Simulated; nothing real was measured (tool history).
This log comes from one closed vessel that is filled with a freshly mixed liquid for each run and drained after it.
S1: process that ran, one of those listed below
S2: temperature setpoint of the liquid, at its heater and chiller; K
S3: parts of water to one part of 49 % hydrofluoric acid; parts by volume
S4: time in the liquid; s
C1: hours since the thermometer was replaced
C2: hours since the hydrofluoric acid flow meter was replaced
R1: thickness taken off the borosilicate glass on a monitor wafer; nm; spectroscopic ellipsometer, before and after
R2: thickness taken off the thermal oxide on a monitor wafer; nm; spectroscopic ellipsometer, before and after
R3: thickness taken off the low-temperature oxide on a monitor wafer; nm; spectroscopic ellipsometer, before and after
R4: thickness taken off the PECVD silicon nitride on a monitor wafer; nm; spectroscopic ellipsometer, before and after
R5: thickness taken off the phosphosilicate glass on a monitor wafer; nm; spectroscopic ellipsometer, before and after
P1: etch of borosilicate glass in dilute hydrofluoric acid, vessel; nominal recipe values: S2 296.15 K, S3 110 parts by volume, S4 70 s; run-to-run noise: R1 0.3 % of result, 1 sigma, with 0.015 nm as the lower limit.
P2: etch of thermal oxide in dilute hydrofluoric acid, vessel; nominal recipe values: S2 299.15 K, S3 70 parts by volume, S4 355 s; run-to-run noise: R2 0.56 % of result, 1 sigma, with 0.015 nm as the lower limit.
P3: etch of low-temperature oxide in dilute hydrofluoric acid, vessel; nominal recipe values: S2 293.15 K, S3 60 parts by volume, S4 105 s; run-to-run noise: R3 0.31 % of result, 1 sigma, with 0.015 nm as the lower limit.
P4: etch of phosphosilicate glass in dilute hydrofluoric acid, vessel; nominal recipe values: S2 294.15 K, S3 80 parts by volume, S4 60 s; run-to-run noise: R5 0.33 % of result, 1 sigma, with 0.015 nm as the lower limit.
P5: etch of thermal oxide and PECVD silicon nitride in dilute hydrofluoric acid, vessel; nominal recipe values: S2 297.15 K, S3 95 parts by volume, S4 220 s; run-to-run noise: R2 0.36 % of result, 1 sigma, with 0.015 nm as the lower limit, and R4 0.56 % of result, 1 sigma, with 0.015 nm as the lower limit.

run 1 hour=9.7 | S1=P1 S2=296.15 S3=110 S4=70 | C1=476.6 C2=309.8 | R1=13.808
run 2 hour=23.4 | S1=P1 S2=296.15 S3=110 S4=70 | C1=490.3 C2=323.5 | R1=13.86
run 3 hour=36.2 | S1=P2 S2=304.65 S3=70 S4=355 | C1=503.1 C2=336.3 | R2=35.282
run 4 hour=48.1 | S1=P3 S2=293.15 S3=60 S4=55 | C1=515 C2=348.2 | R3=11.631
run 5 hour=56.5 | S1=P1 S2=296.15 S3=110 S4=100 | C1=523.4 C2=356.6 | R1=19.878
run 6 hour=65.4 | S1=P1 S2=290.15 S3=110 S4=70 | C1=532.3 C2=365.5 | R1=10.855
run 7 hour=76.1 | S1=P5 S2=297.15 S3=95 S4=220 | C1=543 C2=376.2 | R2=10.63 R4=7.3641
run 8 hour=85 | S1=P4 S2=290.15 S3=80 S4=60 | C1=551.9 C2=385.1 | R5=119.68
run 9 hour=94.4 | S1=P1 S2=296.15 S3=110 S4=70 | C1=561.3 C2=394.5 | R1=13.97
run 10 hour=105.2 | S1=P2 S2=299.15 S3=70 S4=355 | C1=572.1 C2=405.3 | R2=28.783
run 11 hour=116.3 | S1=P4 S2=294.15 S3=140 S4=60 | C1=583.2 C2=416.4 | R5=75.116
run 12 hour=123.5 | S1=P4 S2=294.15 S3=80 S4=95 | C1=590.4 C2=423.6 | R5=223.51
run 13 hour=134.6 | S1=P5 S2=292.15 S3=95 S4=220 | C1=601.5 C2=434.7 | R2=8.6452 R4=5.1942
run 14 hour=144.4 | S1=P1 S2=304.15 S3=110 S4=70 | C1=611.3 C2=444.5 | R1=18.985
run 15 hour=153.7 | S1=P3 S2=293.15 S3=30 S4=105 | C1=620.6 C2=453.8 | R3=46.081
run 16 hour=161.2 | S1=P3 S2=293.15 S3=60 S4=105 | C1=628.1 C2=461.3 | R3=22.266
run 17 hour=168.8 | S1=P1 S2=296.15 S3=110 S4=30 | C1=635.7 C2=468.9 | R1=5.9514
run 18 hour=183.4 | S1=P2 S2=299.15 S3=70 S4=355 | C1=650.3 C2=483.5 | R2=28.406
run 19 hour=194.6 | S1=P2 S2=299.15 S3=70 S4=190 | C1=661.5 C2=494.7 | R2=14.989
run 20 hour=205.6 | S1=P1 S2=296.15 S3=50 S4=70 | C1=672.5 C2=505.7 | R1=33.058
run 21 hour=218.7 | S1=P5 S2=297.15 S3=160 S4=220 | C1=685.6 C2=518.8 | R2=5.8359 R4=4.3826
run 22 hour=230 | S1=P1 S2=290.15 S3=110 S4=30 | C1=696.9 C2=530.1 | R1=4.683
run 23 hour=243.4 | S1=P1 S2=296.15 S3=185 S4=70 | C1=710.3 C2=543.5 | R1=7.5871
run 24 hour=257.2 | S1=P2 S2=299.15 S3=45 S4=355 | C1=724.1 C2=557.3 | R2=46.025
run 25 hour=268 | S1=P5 S2=297.15 S3=95 S4=120 | C1=734.9 C2=568.1 | R2=5.804 R4=4.0071
run 26 hour=283.4 | S1=P4 S2=294.15 S3=80 S4=60 | C1=750.3 C2=583.5 | R5=142.06
run 27 hour=293.6 | S1=P4 S2=294.15 S3=80 S4=60 | C1=760.5 C2=593.7 | R5=140.99
run 28 hour=308.9 | S1=P5 S2=297.15 S3=95 S4=220 | C1=775.8 C2=609 | R2=10.613 R4=7.268
run 29 hour=317.3 | S1=P1 S2=296.15 S3=110 S4=70 | C1=784.2 C2=617.4 | R1=13.875
run 30 hour=329.5 | S1=P1 S2=296.15 S3=110 S4=70 | C1=796.4 C2=629.6 | R1=13.872

Run 31 is up next; what results do you expect?
run 31 hour=344.9 | S1=P3 S2=290.15 S3=60 S4=105 | C1=811.8 C2=645 | R3=?

Run 31 produced R3 19.561 nm.
